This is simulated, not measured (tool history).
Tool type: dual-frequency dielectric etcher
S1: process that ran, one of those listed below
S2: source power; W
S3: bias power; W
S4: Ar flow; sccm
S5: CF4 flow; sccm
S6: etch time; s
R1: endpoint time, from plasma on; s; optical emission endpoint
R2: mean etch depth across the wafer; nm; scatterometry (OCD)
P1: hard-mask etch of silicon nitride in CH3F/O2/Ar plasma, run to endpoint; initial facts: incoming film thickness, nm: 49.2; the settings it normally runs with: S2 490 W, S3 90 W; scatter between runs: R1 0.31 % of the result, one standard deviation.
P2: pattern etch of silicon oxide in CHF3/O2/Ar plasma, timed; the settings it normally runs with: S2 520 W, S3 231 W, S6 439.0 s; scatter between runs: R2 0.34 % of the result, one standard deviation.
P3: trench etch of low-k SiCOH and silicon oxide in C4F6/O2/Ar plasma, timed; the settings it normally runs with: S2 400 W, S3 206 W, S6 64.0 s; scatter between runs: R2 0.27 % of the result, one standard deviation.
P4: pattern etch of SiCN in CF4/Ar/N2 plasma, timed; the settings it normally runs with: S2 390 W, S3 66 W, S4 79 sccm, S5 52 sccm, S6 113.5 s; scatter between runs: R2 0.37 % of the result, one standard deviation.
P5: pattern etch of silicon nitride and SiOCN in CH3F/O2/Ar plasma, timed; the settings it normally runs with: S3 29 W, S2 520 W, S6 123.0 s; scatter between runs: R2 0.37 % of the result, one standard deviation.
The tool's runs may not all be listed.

Run 1, day 0.312: S1 P1, S2 490 W, S3 90 W. Result: R1 60.293 s.
Run 2, day 0.567: S1 P4, S2 390 W, S3 52 W, S4 79 sccm, S5 52 sccm, S6 113.5 s. Result: R2 75.817 nm.
Run 3, day 0.842: S1 P3, S2 400 W, S3 206 W, S6 64.0 s. Result: R2 206.670 nm.
Run 4, day 1.362: S1 P4, S2 390 W, S3 66 W, S4 79 sccm, S5 52 sccm, S6 150.5 s. Result: R2 108.940 nm.
Run 5, day 1.721: S1 P3, S2 400 W, S3 142 W, S6 64.0 s. Result: R2 183.300 nm.
Run 6, day 2.129: S1 P5, S2 370 W, S3 29 W, S6 123.0 s. Result: R2 18.489 nm.
Run 7, day 2.404: S1 P5, S2 520 W, S3 29 W, S6 151.5 s. Result: R2 25.573 nm.
Run 8, day 2.742: S1 P1, S2 360 W, S3 117 W. Result: R1 61.218 s.
Run 9, day 3.071: S1 P5, S2 520 W, S3 36 W, S6 123.0 s. Result: R2 22.837 nm.
Run 10, day 3.600: S1 P5, S2 520 W, S3 29 W, S6 123.0 s. Result: R2 20.754 nm.
Run 11, day 3.979: S1 P2, S2 630 W, S3 231 W, S6 439.0 s. Result: R2 935.600 nm.
Run 12, day 4.225: S1 P1, S2 490 W, S3 66 W. Result: R1 67.128 s.
Run 13, day 4.758: S1 P4, S2 470 W, S3 66 W, S4 79 sccm, S5 52 sccm, S6 113.5 s. Result: R2 96.830 nm.
Run 14, day 5.104: S1 P3, S2 400 W, S3 206 W, S6 35.5 s. Result: R2 114.060 nm.
Run 15, day 5.346: S1 P1, S2 300 W, S3 90 W. Result: R1 71.976 s.
Run 16, day 5.883: S1 P4, S2 390 W, S3 66 W, S4 79 sccm, S5 52 sccm, S6 113.5 s. Result: R2 82.924 nm.
Run 17, day 6.312: S1 P1, S2 620 W, S3 90 W. Result: R1 55.127 s.
Run 18, day 6.675: S1 P1, S2 490 W, S3 90 W. Result: R1 60.183 s.
Run 19, day 6.954: S1 P1, S2 490 W, S3 90 W. Result: R1 60.026 s.
Run 20, day 7.425: S1 P1, S2 490 W, S3 90 W. Result: R1 60.210 s.
Run 21, day 7.708: S1 P4, S2 390 W, S3 66 W, S4 79 sccm, S5 52 sccm, S6 113.5 s. Result: R2 82.284 nm.
Run 22, day 8.183: S1 P1, S2 490 W, S3 90 W. Result: R1 60.355 s.
Run 23, day 8.488: S1 P1, S2 490 W, S3 124 W. Result: R1 53.485 s.
Run 24, day 9.004: S1 P3, S2 400 W, S3 206 W, S6 64.0 s. Result: R2 206.130 nm.
Run 25, day 9.400: S1 P1, S2 590 W, S3 114 W. Result: R1 51.531 s.
Run 26, day 9.717: S1 P4, S2 390 W, S3 66 W, S4 58 sccm, S5 52 sccm, S6 113.5 s. Result: R2 85.934 nm.
Run 27, day 10.242: S1 P2, S2 520 W, S3 231 W, S6 439.0 s. Result: R2 871.320 nm.
Run 28, day 10.679: S1 P1, S2 490 W, S3 90 W. Result: R1 60.281 s.
Run 29, day 11.117: S1 P2, S2 520 W, S3 152 W, S6 439.0 s. Result: R2 753.190 nm.
Run 30, day 11.588: S1 P1, S2 490 W, S3 90 W. Result: R1 60.296 s.
Run 31, day 11.838: S1 P5, S2 520 W, S3 29 W, S6 123.0 s. Result: R2 20.676 nm.
Run 32, day 12.271: S1 P4, S2 390 W, S3 66 W, S4 79 sccm, S5 64 sccm, S6 113.5 s. Result: R2 85.327 nm.
Run 33, day 12.638: S1 P3, S2 250 W, S3 206 W, S6 64.0 s. Result: R2 172.010 nm.
Run 34, day 12.950: S1 P2, S2 520 W, S3 231 W, S6 308.0 s. Result: R2 611.580 nm.
Run 35, day 13.233: S1 P2, S2 520 W, S3 231 W, S6 439.0 s. Result: R2 865.870 nm.
Run 36, day 13.742: S1 P1, S2 490 W, S3 90 W. Result: R1 60.140 s.
Run 37, day 14.146: S1 P1, S2 490 W, S3 90 W. Result: R1 59.731 s.
Run 38, day 14.521: S1 P1, S2 490 W, S3 90 W. Result: R1 59.807 s.

Run 39 is up next; what results do you expect?
Run 39, day 14.912: S1 P1, S2 490 W, S3 90 W. Result: R1 ?.

For run 39 the tool returned R1 59.747 s.
